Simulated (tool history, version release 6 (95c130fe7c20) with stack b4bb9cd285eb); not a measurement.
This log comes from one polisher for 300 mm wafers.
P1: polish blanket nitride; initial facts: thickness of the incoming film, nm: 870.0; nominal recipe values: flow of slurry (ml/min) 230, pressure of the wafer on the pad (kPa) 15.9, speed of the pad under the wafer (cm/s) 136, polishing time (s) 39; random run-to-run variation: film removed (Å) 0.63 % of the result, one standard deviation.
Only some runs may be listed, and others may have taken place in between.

run,day,flow of slurry (ml/min),pressure of the wafer on the pad (kPa),speed of the pad under the wafer (cm/s),polishing time (s),wafers polished on this pad,hours since the slurry nozzle was cleaned,hours since the head pressure was calibrated,film removed (Å)
1,0.292,230,15.9,136,39,208,146.7,100.2,576.23
2,0.612,230,15.9,136,39,286,154.4,107.9,568.21
3,0.871,230,15.9,136,39,348,160.6,114.1,570.20
# day 0.942: worn pad replaced by a new one
4,1.246,140,15.9,136,29,73,169.6,123.1,395.95
5,1.479,230,15.9,136,39,130,175.2,128.7,567.21
6,1.912,140,15.9,136,39,234,185.6,139.1,530.11
7,2.388,230,22.8,76,39,349,197.0,150.5,509.99
8,2.829,230,15.9,136,39,456,207.6,161.1,565.31
9,3.279,230,15.9,136,18,565,218.4,171.9,261.42
# day 3.412: slurry nozzle cleaned
10,3.542,230,24.8,136,39,629,3.2,178.2,893.46
11,4.025,230,15.9,136,49,746,14.8,189.8,714.07
12,4.492,230,15.9,136,39,859,26.0,201.0,571.31
13,4.838,305,15.9,136,39,942,34.3,209.3,582.64
14,5.121,230,15.9,192,39,1011,41.1,216.1,752.61
15,5.492,230,7.6,136,39,1101,50.0,225.0,273.84
16,5.804,230,15.9,76,26,1176,57.5,232.5,238.13
17,6.050,230,15.9,98,39,1236,63.4,238.4,434.89
18,6.479,230,15.9,136,39,1340,73.7,248.7,565.63
19,6.762,230,15.9,136,39,1408,80.5,255.5,556.43
20,7.075,230,15.9,136,39,1484,88.0,263.0,551.49

Run 21 has not been measured yet. What should we expect?
21,7.400,230,15.9,136,39,1562,95.8,270.8,?

film removed (Å): 544.15
